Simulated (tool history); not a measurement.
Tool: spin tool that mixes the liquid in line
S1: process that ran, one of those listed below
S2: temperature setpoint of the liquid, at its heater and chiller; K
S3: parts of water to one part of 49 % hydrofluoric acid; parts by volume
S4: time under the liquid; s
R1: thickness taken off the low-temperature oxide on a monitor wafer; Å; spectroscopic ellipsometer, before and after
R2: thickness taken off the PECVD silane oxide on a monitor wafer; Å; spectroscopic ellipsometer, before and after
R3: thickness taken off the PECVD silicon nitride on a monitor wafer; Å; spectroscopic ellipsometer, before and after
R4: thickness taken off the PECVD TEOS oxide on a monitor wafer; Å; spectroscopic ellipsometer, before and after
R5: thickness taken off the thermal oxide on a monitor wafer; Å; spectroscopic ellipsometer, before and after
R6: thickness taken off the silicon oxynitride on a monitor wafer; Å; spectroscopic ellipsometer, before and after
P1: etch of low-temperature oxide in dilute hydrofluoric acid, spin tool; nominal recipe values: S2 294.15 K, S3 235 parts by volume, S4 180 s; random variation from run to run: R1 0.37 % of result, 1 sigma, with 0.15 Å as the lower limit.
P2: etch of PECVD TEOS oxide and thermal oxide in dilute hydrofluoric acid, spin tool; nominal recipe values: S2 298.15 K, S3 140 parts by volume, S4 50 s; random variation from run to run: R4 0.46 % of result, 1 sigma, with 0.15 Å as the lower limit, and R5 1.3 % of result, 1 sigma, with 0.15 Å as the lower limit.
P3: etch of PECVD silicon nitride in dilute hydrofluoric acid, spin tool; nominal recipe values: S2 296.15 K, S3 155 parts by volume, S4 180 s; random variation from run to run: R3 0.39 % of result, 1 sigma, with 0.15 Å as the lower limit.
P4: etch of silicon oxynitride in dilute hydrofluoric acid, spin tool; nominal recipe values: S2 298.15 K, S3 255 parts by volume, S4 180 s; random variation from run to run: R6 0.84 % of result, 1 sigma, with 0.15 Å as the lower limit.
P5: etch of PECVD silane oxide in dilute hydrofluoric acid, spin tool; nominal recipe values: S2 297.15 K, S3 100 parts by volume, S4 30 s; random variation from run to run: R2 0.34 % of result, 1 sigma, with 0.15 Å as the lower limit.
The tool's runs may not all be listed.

run,hour,S1,S2,S3,S4,R1,R2,R3,R4,R5,R6
1,4.5,P1,294.15,235,180,74.55,,,,,
2,13.3,P5,293.15,100,30,,73.824,,,,
3,21.3,P3,296.15,155,180,,,62.362,,,
4,28.3,P1,299.65,400,180,45.779,,,,,
5,35.5,P5,297.15,100,30,,87.012,,,,
6,44.3,P3,296.15,265,180,,,36.78,,,
7,53.1,P1,294.15,235,180,74.874,,,,,
8,59.6,P5,297.15,180,30,,44.279,,,,
9,64,P5,297.15,100,15,,43.386,,,,
10,70.8,P2,290.15,140,50,,,,32.283,11.793,
11,77.9,P2,298.15,140,50,,,,44.8,15.928,
12,84.7,P1,294.15,380,180,40.426,,,,,
13,93.4,P4,298.15,460,180,,,,,,15.215
14,99.2,P2,298.15,25,50,,,,290.54,102.93,
15,108.3,P2,298.15,140,50,,,,45.005,16.119,
# hour 110.3: hydrofluoric acid flow meter replaced
16,116.5,P1,294.15,235,300,124.89,,,,,
17,125.9,P3,290.15,155,180,,,41.876,,,
18,134.8,P1,294.15,235,65,26.78,,,,,
19,142.1,P1,290.15,235,180,63.974,,,,,
20,149.9,P1,294.15,235,180,74.779,,,,,
21,157.3,P2,298.15,140,25,,,,22.176,8.0279,
22,163,P4,298.15,255,180,,,,,,31.469
23,167.5,P1,294.15,45,180,482.57,,,,,
24,177.1,P3,296.15,155,15,,,4.862,,,
25,185.3,P4,290.15,255,180,,,,,,21.766
26,192.9,P1,301.65,235,180,98.026,,,,,
27,198.9,P4,298.15,255,345,,,,,,59.219
28,207.2,P1,294.15,385,290,64.292,,,,,

Run 29, settings as shown, results not yet in. Your forecast:
29,216.6,P1,294.15,235,180,?,,,,,

Run 29 produced R1 74.995 Å.
